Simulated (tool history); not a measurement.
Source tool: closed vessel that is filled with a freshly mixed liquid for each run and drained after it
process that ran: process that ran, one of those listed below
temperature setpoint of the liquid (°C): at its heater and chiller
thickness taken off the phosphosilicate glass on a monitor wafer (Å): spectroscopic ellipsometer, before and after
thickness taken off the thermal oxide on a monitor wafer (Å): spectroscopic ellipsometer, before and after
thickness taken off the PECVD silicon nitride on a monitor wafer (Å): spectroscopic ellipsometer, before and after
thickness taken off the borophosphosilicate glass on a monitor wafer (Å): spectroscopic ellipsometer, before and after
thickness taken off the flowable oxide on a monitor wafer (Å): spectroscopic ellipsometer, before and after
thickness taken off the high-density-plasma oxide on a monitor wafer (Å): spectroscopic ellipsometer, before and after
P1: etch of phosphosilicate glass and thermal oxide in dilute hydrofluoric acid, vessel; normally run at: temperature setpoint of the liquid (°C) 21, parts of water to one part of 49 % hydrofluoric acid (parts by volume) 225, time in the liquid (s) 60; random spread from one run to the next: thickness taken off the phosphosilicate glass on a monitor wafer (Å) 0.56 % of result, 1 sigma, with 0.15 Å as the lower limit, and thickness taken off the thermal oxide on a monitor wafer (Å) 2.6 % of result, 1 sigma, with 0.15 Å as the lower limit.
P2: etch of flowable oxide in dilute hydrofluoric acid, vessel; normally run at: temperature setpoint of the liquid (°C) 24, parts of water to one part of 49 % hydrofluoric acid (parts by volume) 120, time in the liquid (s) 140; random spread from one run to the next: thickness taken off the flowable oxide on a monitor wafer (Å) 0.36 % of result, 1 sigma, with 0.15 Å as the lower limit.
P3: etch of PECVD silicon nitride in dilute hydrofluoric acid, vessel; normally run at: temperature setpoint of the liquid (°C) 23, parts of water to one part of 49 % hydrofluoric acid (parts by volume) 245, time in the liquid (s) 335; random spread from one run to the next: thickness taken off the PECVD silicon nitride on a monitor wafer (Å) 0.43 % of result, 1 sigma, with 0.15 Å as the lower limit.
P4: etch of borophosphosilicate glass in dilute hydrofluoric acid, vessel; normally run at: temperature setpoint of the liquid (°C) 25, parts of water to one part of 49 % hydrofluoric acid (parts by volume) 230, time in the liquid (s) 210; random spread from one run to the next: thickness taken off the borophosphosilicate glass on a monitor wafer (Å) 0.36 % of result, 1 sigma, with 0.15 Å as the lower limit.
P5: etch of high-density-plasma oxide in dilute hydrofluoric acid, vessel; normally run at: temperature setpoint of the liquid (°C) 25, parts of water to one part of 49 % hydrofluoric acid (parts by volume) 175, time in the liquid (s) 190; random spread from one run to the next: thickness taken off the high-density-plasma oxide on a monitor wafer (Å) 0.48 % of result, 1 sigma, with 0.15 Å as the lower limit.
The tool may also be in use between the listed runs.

run     day  process that ran  temperature setpoint of the liquid (°C)  parts of water to one part of 49 % hydrofluoric acid (parts by volume)  time in the liquid (s)  hours since the thermometer was replaced  hours since the hydrofluoric acid flow meter was replaced  thickness taken off the phosphosilicate glass on a monitor wafer (Å)  thickness taken off the thermal oxide on a monitor wafer (Å)  thickness taken off the PECVD silicon nitride on a monitor wafer (Å)  thickness taken off the borophosphosilicate glass on a monitor wafer (Å)  thickness taken off the flowable oxide on a monitor wafer (Å)  thickness taken off the high-density-plasma oxide on a monitor wafer (Å)
  1    0.35                P1                                       21                                                                     225                      60                                    1043.4                                                      828.3                                                                158.75                                                        10.004
  2   0.708                P3                                       17                                                                     245                     335                                      1052                                                      836.9                                                                                                                                                                                                    43.976
  3   1.088                P4                                     17.5                                                                     230                     210                                    1061.1                                                        846                                                                                                                                                                                                                                                                              224.56
  4   1.683                P1                                       21                                                                     225                      60                                    1075.4                                                      860.3                                                                159.57                                                        9.8219
  5   2.221                P2                                     17.5                                                                     120                     140                                    1088.3                                                      873.2                                                                                                                                                                                                                                                                                                                                             240.43
  6   2.671                P5                                       19                                                                     175                     190                                    1099.1                                                        884                                                                                                                                                                                                                                                                                                                                                                                                                       54.938
  7   3.171                P5                                       25                                                                     175                      35                                    1111.1                                                        896                                                                                                                                                                                                                                                                                                                                                                                                                       12.734
  8   3.833                P1                                       26                                                                     225                      60                                      1127                                                      911.9                                                                192.03                                                        12.222
  9   4.271                P1                                       17                                                                     225                      60                                    1137.5                                                      922.4                                                                135.97                                                        8.7205
 10   4.908                P1                                       21                                                                     225                      60                                    1152.8                                                      937.7                                                                159.82                                                        10.312
 11   5.604                P3                                       23                                                                     245                     560                                    1169.5                                                      954.4                                                                                                                                                                                                     106.7
 12   6.288                P2                                       24                                                                     120                     140                                    1185.9                                                      970.8                                                                                                                                                                                                                                                                                                                                             311.18
 13   6.971                P5                                       25                                                                     280                     190                                    1202.3                                                      987.2                                                                                                                                                                                                                                                                                                                                                                                                                       38.639
 14   7.283                P1                                       21                                                                     225                     110                                    1209.8                                                      994.7                                                                290.18                                                        18.563
 15   7.904                P5                                       25                                                                     175                     190                                    1224.7                                                     1009.6                                                                                                                                                                                                                                                                                                                                                                                                                       69.826
 16   8.483                P1                                       21                                                                     355                      60                                    1238.6                                                     1023.5                                                                89.795                                                        6.0607
 17   8.892                P3                                       23                                                                     245                     335                                    1248.4                                                     1033.3                                                                                                                                                                                                    64.772
 18   9.354                P1                                     27.5                                                                     225                      90                                    1259.5                                                     1044.4                                                                304.05                                                        19.214
 19   9.717                P3                                       23                                                                     115                     335                                    1268.2                                                     1053.1                                                                                                                                                                                                    136.29
 20  10.242                P2                                       24                                                                     215                     140                                    1280.8                                                     1065.7                                                                                                                                                                                                                                                                                                                                              157.1
 21  10.842                P1                                       21                                                                     225                      60                                    1295.2                                                     1080.1                                                                157.69                                                        9.9317
 22  11.221                P2                                       24                                                                     120                     140                                    1304.3                                                     1089.2                                                                                                                                                                                                                                                                                                                                             311.87
 23  11.621                P4                                       25                                                                     385                     210                                    1313.9                                                     1098.8                                                                                                                                                                                                                                                                              152.74
 24  12.258                P4                                       25                                                                     230                      30                                    1329.2                                                     1114.1                                                                                                                                                                                                                                                                               42.32
 25    12.7                P1                                       21                                                                     225                      30                                    1339.8                                                     1124.7                                                                78.589                                                         4.959
 26  13.383                P4                                       25                                                                     230                     210                                    1356.2                                                     1141.1                                                                                                                                                                                                                                                                              296.65
 27  13.771                P2                                       24                                                                     120                     280                                    1365.5                                                     1150.4                                                                                                                                                                                                                                                                                                                                             621.45
 28  14.212                P4                                       25                                                                     230                     210                                    1376.1                                                       1161                                                                                                                                                                                                                                                                              297.98
 29  14.829                P1                                       21                                                                     225                      60                                    1390.9                                                     1175.8                                                                 158.6                                                        10.683
 30  15.492                P1                                       21                                                                     225                      60                                    1406.8                                                     1191.7                                                                159.28                                                        9.8879
 31  15.921                P1                                       21                                                                     225                      60                                    1417.1                                                       1202                                                                159.15                                                        11.124
 32  16.458                P1                                       21                                                                      85                      60                                      1430                                                     1214.9                                                                487.25                                                        31.879
 33  17.096                P3                                       23                                                                     245                     335                                    1445.3                                                     1230.2                                                                                                                                                                                                    63.937
 34  17.662                P1                                       21                                                                     225                      60                                    1458.9                                                     1243.8                                                                158.64                                                        10.139
 35  18.096                P1                                       21                                                                     225                      60                                    1469.3                                                     1254.2                                                                162.17                                                        10.816
 36  18.692                P1                                       21                                                                     225                      60                                    1483.6                                                     1268.5                                                                164.81                                                        11.197
 37  19.267                P1                                       21                                                                     225                      60                                    1497.4                                                     1282.3                                                                165.69                                                        10.794
 38  19.604                P1                                       21                                                                     225                      60                                    1505.5                                                     1290.4                                                                167.47                                                        10.762
 39  19.971                P1                                       21                                                                     225                      60                                    1514.3                                                     1299.2                                                                166.85                                                        11.056
 40  20.358                P1                                       21                                                                     225                      60                                    1523.6                                                     1308.5                                                                168.07                                                        10.448
 41  20.962                P1                                       21                                                                     225                      60                                    1538.1                                                       1323                                                                168.65                                                        11.521
 42  21.392                P1                                       21                                                                     225                      60                                    1548.4                                                     1333.3                                                                168.12                                                        11.449
 43  21.858                P1                                       21                                                                     225                      60                                    1559.6                                                     1344.5                                                                168.23                                                        10.524
 44  22.279                P1                                       21                                                                     225                      60                                    1569.7                                                     1354.6                                                                167.37                                                        11.556

Compared with where it was, what P1 gives has crept away. Each cause listed below fits the log as well as the rest, at the size given for it:
A: liquid hotter than its thermometer reads (K) = 1.65
B: hydrofluoric acid flow above the setpoint (%) = 5.17
The onset of the drift is placed at about day 17.662.

Listed below are the offered check runs, one wafer per run, with question marks in place of results. For which of them would the causes give clearly different outcomes?
check 1  22.7                P3                                       19                                                                     245                     475                                                                                                                                                                                                                                                                                                              ?
check 2  22.7                P4                                     18.5                                                                     230                      50                                                                                                                                                                                                                                                                                                                                                                                        ?
check 3  22.7                P2                                       21                                                                     205                     140                                                                                                                                                                                                                                                                                                                                                                                                                                                       ?
check 4  22.7                P5                                       25                                                                     265                      85                                                                                                                                                                                                                                                                                                                                                                                                                                                                                                                                 ?

What every check run would give for each of its results, assuming each possible cause in turn:
  check                                                                    result    if A    if B
check 1      thickness taken off the PECVD silicon nitride on a monitor wafer (Å)  78.693  74.241
check 2  thickness taken off the borophosphosilicate glass on a monitor wafer (Å)  59.327  59.196
check 3             thickness taken off the flowable oxide on a monitor wafer (Å)  157.53  157.26
check 4  thickness taken off the high-density-plasma oxide on a monitor wafer (Å)  19.782  19.914
Per check, the gap between the least separated pair of causes, taken in the result that splits them most: check 1 5.82 %; check 2 0.22 %; check 3 0.17 %; check 4 0.66 %
The other checks would show nearly matching results whichever cause is true, so check 1 is the only one that separates the causes.

Check 1 was then run and gave: thickness taken off the PECVD silicon nitride on a monitor wafer (Å) 74.653. Which cause is it?

The correct cause is B, namely: hydrofluoric acid flow above the setpoint (%).

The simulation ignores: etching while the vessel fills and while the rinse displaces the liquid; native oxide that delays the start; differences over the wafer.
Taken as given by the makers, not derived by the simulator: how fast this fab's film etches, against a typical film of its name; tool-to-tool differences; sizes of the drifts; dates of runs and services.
